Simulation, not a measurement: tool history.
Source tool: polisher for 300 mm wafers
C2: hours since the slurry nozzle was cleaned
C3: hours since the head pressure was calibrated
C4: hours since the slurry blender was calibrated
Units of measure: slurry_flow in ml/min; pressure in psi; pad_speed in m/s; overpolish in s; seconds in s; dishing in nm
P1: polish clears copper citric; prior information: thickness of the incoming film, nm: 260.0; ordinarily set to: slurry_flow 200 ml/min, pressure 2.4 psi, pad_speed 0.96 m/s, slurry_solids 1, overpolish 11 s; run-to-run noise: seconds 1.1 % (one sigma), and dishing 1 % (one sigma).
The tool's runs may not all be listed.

Run 1, hour 13.6: slurry_flow 200 ml/min, pressure 2.4 psi, pad_speed 0.96 m/s, slurry_solids 1, overpolish 11 s; wafers polished on this pad 203; C2 246.7; C3 229.7; C4 47.4. Result: seconds 160.94 s, dishing 12.883 nm.
Run 2, hour 30.8: slurry_flow 200 ml/min, pressure 1.5 psi, pad_speed 0.96 m/s, slurry_solids 1, overpolish 11 s; wafers polished on this pad 277; C2 263.9; C3 246.9; C4 64.6. Result: seconds 251.26 s, dishing 8.4304 nm.
Run 3, hour 45.6: slurry_flow 200 ml/min, pressure 2.4 psi, pad_speed 0.96 m/s, slurry_solids 0.7, overpolish 11 s; wafers polished on this pad 340; C2 278.7; C3 261.7; C4 79.4. Result: seconds 171.91 s, dishing 12.377 nm.
Run 4, hour 58.2: slurry_flow 200 ml/min, pressure 3.2 psi, pad_speed 0.96 m/s, slurry_solids 1, overpolish 11 s; wafers polished on this pad 394; C2 291.3; C3 274.3; C4 92. Result: seconds 120.81 s, dishing 17.243 nm.
Run 5, hour 69.4: slurry_flow 290 ml/min, pressure 2.4 psi, pad_speed 0.96 m/s, slurry_solids 1, overpolish 11 s; wafers polished on this pad 443; C2 302.5; C3 285.5; C4 103.2. Result: seconds 154.3 s, dishing 13.875 nm.
Run 6, hour 81.3: slurry_flow 200 ml/min, pressure 2.4 psi, pad_speed 0.96 m/s, slurry_solids 1, overpolish 11 s; wafers polished on this pad 494; C2 314.4; C3 297.4; C4 115.1. Result: seconds 158.96 s, dishing 13.058 nm.
Run 7, hour 98.7: slurry_flow 120 ml/min, pressure 2.4 psi, pad_speed 0.96 m/s, slurry_solids 1, overpolish 19 s; wafers polished on this pad 569; C2 331.8; C3 314.8; C4 132.5. Result: seconds 175.57 s, dishing 20.183 nm.
At hour 100.2: slurry nozzle cleaned.
Run 8, hour 109.4: slurry_flow 200 ml/min, pressure 2.4 psi, pad_speed 0.96 m/s, slurry_solids 1, overpolish 11 s; wafers polished on this pad 615; C2 9.3; C3 325.5; C4 143.2. Result: seconds 156.59 s, dishing 13.215 nm.
Run 9, hour 122.3: slurry_flow 200 ml/min, pressure 2.4 psi, pad_speed 0.96 m/s, slurry_solids 1, overpolish 21 s; wafers polished on this pad 670; C2 22.2; C3 338.4; C4 156.1. Result: seconds 161.08 s, dishing 23.655 nm.
Run 10, hour 130.2: slurry_flow 120 ml/min, pressure 2.4 psi, pad_speed 0.96 m/s, slurry_solids 1, overpolish 11 s; wafers polished on this pad 704; C2 30.1; C3 346.3; C4 164. Result: seconds 178.04 s, dishing 11.988 nm.
Run 11, hour 145.5: slurry_flow 200 ml/min, pressure 2.4 psi, pad_speed 0.48 m/s, slurry_solids 1, overpolish 11 s; wafers polished on this pad 770; C2 45.4; C3 361.6; C4 179.3. Result: seconds 314.89 s, dishing 7.1127 nm.
Run 12, hour 155.4: slurry_flow 200 ml/min, pressure 2.4 psi, pad_speed 0.96 m/s, slurry_solids 1.5, overpolish 11 s; wafers polished on this pad 812; C2 55.3; C3 371.5; C4 189.2. Result: seconds 145.72 s, dishing 14.31 nm.
At hour 159.1: slurry blender recalibrated.
Run 13, hour 165.8: slurry_flow 200 ml/min, pressure 2.4 psi, pad_speed 0.96 m/s, slurry_solids 1, overpolish 11 s; wafers polished on this pad 857; C2 65.7; C3 381.9; C4 6.8. Result: seconds 161.4 s, dishing 13.045 nm.
Run 14, hour 174.6: slurry_flow 200 ml/min, pressure 2.4 psi, pad_speed 0.96 m/s, slurry_solids 1, overpolish 11 s; wafers polished on this pad 895; C2 74.5; C3 390.7; C4 15.6. Result: seconds 158.97 s, dishing 13.164 nm.
Run 15, hour 187.6: slurry_flow 200 ml/min, pressure 2.4 psi, pad_speed 0.96 m/s, slurry_solids 1.25, overpolish 20 s; wafers polished on this pad 951; C2 87.5; C3 403.7; C4 28.6. Result: seconds 153.03 s, dishing 24.008 nm.
Run 16, hour 203.9: slurry_flow 200 ml/min, pressure 2.4 psi, pad_speed 0.96 m/s, slurry_solids 1, overpolish 3 s; wafers polished on this pad 1021; C2 103.8; C3 420; C4 44.9. Result: seconds 161.55 s, dishing 3.7863 nm.
Run 17, hour 216: slurry_flow 200 ml/min, pressure 2.4 psi, pad_speed 1.52 m/s, slurry_solids 1, overpolish 11 s; wafers polished on this pad 1073; C2 115.9; C3 432.1; C4 57. Result: seconds 100.51 s, dishing 19.492 nm.
Run 18, hour 227.7: slurry_flow 200 ml/min, pressure 2.4 psi, pad_speed 0.96 m/s, slurry_solids 1, overpolish 11 s; wafers polished on this pad 1123; C2 127.6; C3 443.8; C4 68.7. Result: seconds 161.51 s, dishing 13.218 nm.
Run 19, hour 240.5: slurry_flow 200 ml/min, pressure 2.4 psi, pad_speed 0.96 m/s, slurry_solids 1, overpolish 11 s; wafers polished on this pad 1178; C2 140.4; C3 456.6; C4 81.5. Result: seconds 167.2 s, dishing 12.764 nm.
Run 20, hour 253.3: slurry_flow 200 ml/min, pressure 2.4 psi, pad_speed 0.96 m/s, slurry_solids 1, overpolish 11 s; wafers polished on this pad 1233; C2 153.2; C3 469.4; C4 94.3. Result: seconds 168.33 s, dishing 12.789 nm.
Run 21, hour 266.1: slurry_flow 200 ml/min, pressure 2.4 psi, pad_speed 0.96 m/s, slurry_solids 1, overpolish 11 s; wafers polished on this pad 1288; C2 166; C3 482.2; C4 107.1. Result: seconds 166.16 s, dishing 12.399 nm.
At hour 277.9: head pressure recalibrated.
Run 22, hour 279.1: slurry_flow 200 ml/min, pressure 2.4 psi, pad_speed 0.96 m/s, slurry_solids 1, overpolish 11 s; wafers polished on this pad 1344; C2 179; C3 1.2; C4 120.1. Result: seconds 171.79 s, dishing 12.454 nm.
At hour 287.3: slurry blender recalibrated.
Run 23, hour 289.1: slurry_flow 200 ml/min, pressure 2.4 psi, pad_speed 0.96 m/s, slurry_solids 1, overpolish 11 s; wafers polished on this pad 1387; C2 189; C3 11.2; C4 1.8. Result: seconds 172.83 s, dishing 12.337 nm.
Run 24, hour 304.5: slurry_flow 200 ml/min, pressure 2.4 psi, pad_speed 0.96 m/s, slurry_solids 1, overpolish 11 s; wafers polished on this pad 1454; C2 204.4; C3 26.6; C4 17.2. Result: seconds 173.81 s, dishing 12.343 nm.
Run 25, hour 312.7: slurry_flow 200 ml/min, pressure 2.4 psi, pad_speed 0.96 m/s, slurry_solids 1, overpolish 11 s; wafers polished on this pad 1489; C2 212.6; C3 34.8; C4 25.4. Result: seconds 171.47 s, dishing 12.12 nm.

Something has made what P1 gives creep away from where it was; the 2 causes below, each at its own stated size, fit the log equally well:
A: slurry flow missing at the pad, % = 35.5
B: removal rate lost through wear of the pad, % = 6.92
Onset of the creep was near hour 227.7.
All other causes, with the reason each is excluded:
head's pressure below its setpoint, %: serviced after onset, at hour 277.9, with no recovery of the prior output
abrasive missing from the slurry, %: serviced after onset, at hour 287.3, with no recovery of the prior output

The list below offers 4 check runs, each averaging the results of 3 wafers, and shows each result as a question mark. For which of them would the listed causes give clearly different results?
Run check 1, hour 320.9: slurry_flow 200 ml/min, pressure 2.4 psi, pad_speed 0.96 m/s, slurry_solids 1.4, overpolish 11 s. Result: seconds ?, dishing ?.
Run check 2, hour 320.9: slurry_flow 200 ml/min, pressure 1.6 psi, pad_speed 0.96 m/s, slurry_solids 1, overpolish 11 s. Result: seconds ?, dishing ?.
Run check 3, hour 320.9: slurry_flow 120 ml/min, pressure 2.4 psi, pad_speed 0.5 m/s, slurry_solids 1, overpolish 11 s. Result: seconds ?, dishing ?.
Run check 4, hour 320.9: slurry_flow 200 ml/min, pressure 2.4 psi, pad_speed 1.5 m/s, slurry_solids 1, overpolish 18 s. Result: seconds ?, dishing ?.

Check results expected under each cause:
  check   result    if A    if B
check 1  seconds  160.49  160.48
check 1  dishing  13.189   13.19
check 2  seconds  255.13  255.12
check 2  dishing  8.4498  8.4502
check 3  seconds   366.7  351.58
check 3  dishing  6.0002  6.2503
check 4  seconds   111.8   111.8
check 4  dishing  28.299    28.3
How far apart the two closest causes lie, in the result that separates them most: check 1 0.01 %; check 2 0.01 %; check 3 4.21 %; check 4 0.01 %
The other checks would show nearly matching results whichever cause is true, so check 3 is the only one that separates the causes.

The results of check 3 are: seconds 367.5 s; dishing 5.9487 nm. Based on these, which of the listed causes is it?

A is the cause: slurry flow missing at the pad, %.

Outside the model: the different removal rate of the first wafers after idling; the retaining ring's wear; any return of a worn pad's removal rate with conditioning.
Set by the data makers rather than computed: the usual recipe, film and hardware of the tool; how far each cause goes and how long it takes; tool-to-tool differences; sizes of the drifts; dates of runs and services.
